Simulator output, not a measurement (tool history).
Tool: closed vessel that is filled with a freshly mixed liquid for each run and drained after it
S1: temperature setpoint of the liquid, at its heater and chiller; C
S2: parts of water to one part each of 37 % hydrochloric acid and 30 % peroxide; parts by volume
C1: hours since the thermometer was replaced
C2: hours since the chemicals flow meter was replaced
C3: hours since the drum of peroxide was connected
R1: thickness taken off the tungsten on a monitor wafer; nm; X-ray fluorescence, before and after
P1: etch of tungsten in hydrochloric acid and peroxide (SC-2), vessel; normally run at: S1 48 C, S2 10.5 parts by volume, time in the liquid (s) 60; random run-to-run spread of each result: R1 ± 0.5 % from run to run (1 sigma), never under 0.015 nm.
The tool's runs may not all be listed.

run 1 hour=3.7 | S1=48 S2=10.5 time_in_the_liquid_(s)=60 | C1=1455.6 C2=811 C3=706.3 | R1=9.9308
run 2 hour=7.2 | S1=35 S2=10.5 time_in_the_liquid_(s)=60 | C1=1459.1 C2=814.5 C3=709.8 | R1=3.9843
run 3 hour=11.4 | S1=60.5 S2=10.5 time_in_the_liquid_(s)=105 | C1=1463.3 C2=818.7 C3=714 | R1=38.981
run 4 hour=14.3 | S1=48 S2=4 time_in_the_liquid_(s)=60 | C1=1466.2 C2=821.6 C3=716.9 | R1=20.448
run 5 hour=17.5 | S1=48 S2=10.5 time_in_the_liquid_(s)=60 | C1=1469.4 C2=824.8 C3=720.1 | R1=9.9062
-- hour=19.9 new drum of peroxide connected
run 6 hour=22.4 | S1=48 S2=10.5 time_in_the_liquid_(s)=60 | C1=1474.3 C2=829.7 C3=2.6 | R1=9.8646
run 7 hour=27 | S1=48 S2=10.5 time_in_the_liquid_(s)=110 | C1=1478.9 C2=834.3 C3=7.2 | R1=18.213
run 8 hour=32.3 | S1=61.5 S2=10.5 time_in_the_liquid_(s)=60 | C1=1484.2 C2=839.6 C3=12.5 | R1=23.756
run 9 hour=37.7 | S1=48 S2=10.5 time_in_the_liquid_(s)=60 | C1=1489.6 C2=845 C3=17.9 | R1=9.7755
run 10 hour=41.5 | S1=48 S2=10.5 time_in_the_liquid_(s)=30 | C1=1493.4 C2=848.8 C3=21.7 | R1=4.9703
run 11 hour=46.9 | S1=48 S2=17.5 time_in_the_liquid_(s)=60 | C1=1498.8 C2=854.2 C3=27.1 | R1=6.3866
run 12 hour=50.1 | S1=48 S2=10.5 time_in_the_liquid_(s)=60 | C1=1502 C2=857.4 C3=30.3 | R1=9.8551
run 13 hour=52.5 | S1=48 S2=10.5 time_in_the_liquid_(s)=60 | C1=1504.4 C2=859.8 C3=32.7 | R1=10.171
run 14 hour=55 | S1=48 S2=10.5 time_in_the_liquid_(s)=60 | C1=1506.9 C2=862.3 C3=35.2 | R1=10.375
run 15 hour=57.8 | S1=48 S2=10.5 time_in_the_liquid_(s)=60 | C1=1509.7 C2=865.1 C3=38 | R1=10.459
run 16 hour=62.8 | S1=48 S2=10.5 time_in_the_liquid_(s)=60 | C1=1514.7 C2=870.1 C3=43 | R1=10.617
run 17 hour=66.2 | S1=48 S2=10.5 time_in_the_liquid_(s)=60 | C1=1518.1 C2=873.5 C3=46.4 | R1=10.612
run 18 hour=71.1 | S1=48 S2=10.5 time_in_the_liquid_(s)=60 | C1=1523 C2=878.4 C3=51.3 | R1=10.806
run 19 hour=76.5 | S1=48 S2=10.5 time_in_the_liquid_(s)=60 | C1=1528.4 C2=883.8 C3=56.7 | R1=10.688

The output of P1 has drifted from where it used to be. Each of the 2 causes below, taken at the size shown beside it, accounts for the log equally well:
A: chemicals flow above the setpoint (%) = 9.66
B: liquid hotter than its thermometer reads (K) = 1.15
Onset of the creep was near hour 50.1.
Why every other cause is out:
peroxide weaker than its label (%): limited to 8, which would change R1 by -7.4 %, either short of the creep or opposite in sign

Of the 4 check runs below, each run on 5 wafers with the results averaged and each result still a question mark, which one would tell the listed causes apart?
run check 1 hour=81.9 | S1=48 S2=17.5 time_in_the_liquid_(s)=30 | R1=?
run check 2 hour=81.9 | S1=41.5 S2=4 time_in_the_liquid_(s)=60 | R1=?
run check 3 hour=81.9 | S1=35.5 S2=14.5 time_in_the_liquid_(s)=60 | R1=?
run check 4 hour=81.9 | S1=48 S2=17 time_in_the_liquid_(s)=105 | R1=?

Check results expected under each cause:
check=check_1 result=R1 if_A=3.4518 if_B=3.4345
check=check_2 result=R1 if_A=14.026 if_B=14.311
check=check_3 result=R1 if_A=3.3846 if_B=3.3954
check=check_4 result=R1 if_A=12.396 if_B=12.337
Per check, the gap between the least separated pair of causes, taken in the result that splits them most: check 1 0.5 %; check 2 2.01 %; check 3 0.32 %; check 4 0.48 %
Of the check runs offered, only check 2 discriminates between the causes; the rest would read about the same regardless of which cause applies.

The results of check 2 are: R1 14.313 nm. Based on these, which of the listed causes is it?

It is B: liquid hotter than its thermometer reads (K).
